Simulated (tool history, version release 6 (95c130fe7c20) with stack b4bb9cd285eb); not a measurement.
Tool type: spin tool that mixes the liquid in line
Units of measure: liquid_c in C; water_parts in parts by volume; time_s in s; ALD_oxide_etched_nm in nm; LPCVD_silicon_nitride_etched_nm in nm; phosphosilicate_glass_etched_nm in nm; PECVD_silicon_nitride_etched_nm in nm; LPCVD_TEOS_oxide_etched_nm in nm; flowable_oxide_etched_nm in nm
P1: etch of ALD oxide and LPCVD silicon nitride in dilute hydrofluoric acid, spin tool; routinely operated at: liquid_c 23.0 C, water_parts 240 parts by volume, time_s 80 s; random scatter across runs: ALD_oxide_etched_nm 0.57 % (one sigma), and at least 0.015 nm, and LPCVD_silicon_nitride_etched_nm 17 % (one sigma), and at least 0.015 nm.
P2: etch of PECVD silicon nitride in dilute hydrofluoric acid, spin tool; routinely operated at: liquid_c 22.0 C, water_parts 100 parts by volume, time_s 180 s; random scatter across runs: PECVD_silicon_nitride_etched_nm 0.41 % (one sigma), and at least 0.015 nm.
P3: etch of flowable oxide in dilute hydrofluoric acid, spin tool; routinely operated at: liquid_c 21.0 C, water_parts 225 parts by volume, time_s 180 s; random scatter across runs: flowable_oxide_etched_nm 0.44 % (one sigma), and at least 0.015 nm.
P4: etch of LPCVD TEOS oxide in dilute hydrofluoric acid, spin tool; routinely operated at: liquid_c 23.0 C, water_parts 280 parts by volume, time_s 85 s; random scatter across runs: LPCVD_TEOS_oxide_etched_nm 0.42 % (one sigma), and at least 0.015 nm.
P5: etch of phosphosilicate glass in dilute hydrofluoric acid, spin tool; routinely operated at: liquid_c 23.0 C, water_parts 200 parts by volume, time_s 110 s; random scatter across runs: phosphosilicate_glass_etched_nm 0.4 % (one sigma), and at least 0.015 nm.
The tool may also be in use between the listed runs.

run,hour,process,liquid_c,water_parts,time_s,hours since the thermometer was replaced,hours since the hydrofluoric acid flow meter was replaced,ALD_oxide_etched_nm,LPCVD_silicon_nitride_etched_nm,phosphosilicate_glass_etched_nm,PECVD_silicon_nitride_etched_nm,LPCVD_TEOS_oxide_etched_nm,flowable_oxide_etched_nm
1,15.1,P1,23.0,240,80,1394.8,1268.5,7.9507,0.143260,,,,
2,28.1,P5,23.0,200,40,1407.8,1281.5,,,21.334,,,
3,43.1,P1,29.5,240,80,1422.8,1296.5,10.0660,0.248350,,,,
4,58.3,P2,22.0,100,180,1438.0,1311.7,,,,5.9388,,
5,67.5,P5,23.0,200,110,1447.2,1320.9,,,58.789,,,
6,81.2,P2,22.0,100,70,1460.9,1334.6,,,,2.3302,,
7,91.3,P4,23.0,280,85,1471.0,1344.7,,,,,5.6041,
8,100.1,P1,23.0,240,150,1479.8,1353.5,14.8010,0.211690,,,,
9,113.8,P4,23.0,115,85,1493.5,1367.2,,,,,16.2400,
10,129.0,P3,21.0,225,15,1508.7,1382.4,,,,,,1.2102
11,139.8,P1,23.0,240,80,1519.5,1393.2,7.9268,0.125210,,,,
12,148.7,P5,23.0,40,110,1528.4,1402.1,,,354.940,,,
13,159.9,P3,21.0,225,180,1539.6,1413.3,,,,,,14.4030
14,174.5,P2,29.0,100,180,1554.2,1427.9,,,,9.3982,,
15,189.4,P3,28.5,225,180,1569.1,1442.8,,,,,,18.7500
16,196.3,P5,29.5,200,110,1576.0,1449.7,,,74.750,,,
17,209.9,P1,18.5,240,80,1589.6,1463.3,6.6207,0.142560,,,,
18,224.8,P5,23.0,200,110,1604.5,1478.2,,,58.725,,,
19,238.8,P1,23.0,425,25,1618.5,1492.2,1.1983,0.033551,,,,
20,248.9,P4,23.0,280,85,1628.6,1502.3,,,,,5.5785,
21,257.3,P1,23.0,240,80,1637.0,1510.7,8.0184,0.158610,,,,
22,266.7,P1,23.0,240,15,1646.4,1520.1,1.4951,0.046829,,,,
23,281.8,P4,29.0,280,85,1661.5,1535.2,,,,,6.9278,
24,289.4,P1,23.0,345,80,1669.1,1542.8,4.9393,0.159470,,,,
25,301.6,P1,23.0,240,80,1681.3,1555.0,8.0360,0.184500,,,,
26,311.1,P1,23.0,240,80,1690.8,1564.5,8.0759,0.196430,,,,
27,321.0,P2,22.0,155,180,1700.7,1574.4,,,,3.8243,,
28,333.7,P4,23.0,280,150,1713.4,1587.1,,,,,9.9278,
29,340.7,P1,23.0,70,80,1720.4,1594.1,33.0600,0.432520,,,,
30,348.9,P3,21.0,120,180,1728.6,1602.3,,,,,,29.9220
31,356.8,P3,21.0,225,180,1736.5,1610.2,,,,,,14.3130
32,370.1,P1,28.0,240,20,1749.8,1623.5,2.3937,0.061973,,,,
33,381.4,P1,23.0,240,80,1761.1,1634.8,7.9449,0.172530,,,,
34,389.4,P1,23.0,240,80,1769.1,1642.8,7.9233,0.127130,,,,
35,402.2,P1,23.0,240,80,1781.9,1655.6,7.7238,0.165280,,,,
36,412.1,P1,23.0,240,80,1791.8,1665.5,7.7269,0.197830,,,,
37,427.6,P1,23.0,240,80,1807.3,1681.0,7.5624,0.169320,,,,
38,441.5,P1,23.0,240,80,1821.2,1694.9,7.5219,0.140690,,,,
39,454.1,P1,23.0,240,80,1833.8,1707.5,7.5166,0.151860,,,,
40,466.1,P1,23.0,240,80,1845.8,1719.5,7.4599,0.140050,,,,
41,477.9,P1,23.0,240,80,1857.6,1731.3,7.5042,0.131920,,,,
42,489.5,P1,23.0,240,80,1869.2,1742.9,7.4782,0.145410,,,,

Compared with where it was, what P1 gives has crept away. Each cause listed below fits the log as well as the rest, at the size given for it:
A: liquid colder than its thermometer reads (K) = 1.68
B: hydrofluoric acid flow below the setpoint (%) = 4.84
The process output started creeping at around hour 381.4.

Question marks stand in for the results of the 4 check runs listed below, each run on one wafer. Under which run would the listed causes show clearly different results?
check 1,501.1,P2,22.0,100,180,,,,,,?,,
check 2,501.1,P4,23.0,280,85,,,,,,,?,
check 3,501.1,P3,21.0,225,180,,,,,,,,?
check 4,501.1,P5,23.0,200,110,,,,,?,,,

Outcome of each check run for each possible cause:
check,result,if A,if B
check 1,PECVD_silicon_nitride_etched_nm,5.2740,5.6258
check 2,LPCVD_TEOS_oxide_etched_nm,5.2956,5.2801
check 3,flowable_oxide_etched_nm,13.4530,13.4950
check 4,phosphosilicate_glass_etched_nm,55.405,55.579
Distance between the nearest two causes, measured in the result of the check that separates them most: check 1 6.46 %; check 2 0.29 %; check 3 0.31 %; check 4 0.31 %
The causes can be told apart only by check 1. The other checks would give nearly the same results under each of them.

Then check 1 was run and gave: PECVD_silicon_nitride_etched_nm 5.6085 nm. Which cause is it?

It was cause B: hydrofluoric acid flow below the setpoint (%).

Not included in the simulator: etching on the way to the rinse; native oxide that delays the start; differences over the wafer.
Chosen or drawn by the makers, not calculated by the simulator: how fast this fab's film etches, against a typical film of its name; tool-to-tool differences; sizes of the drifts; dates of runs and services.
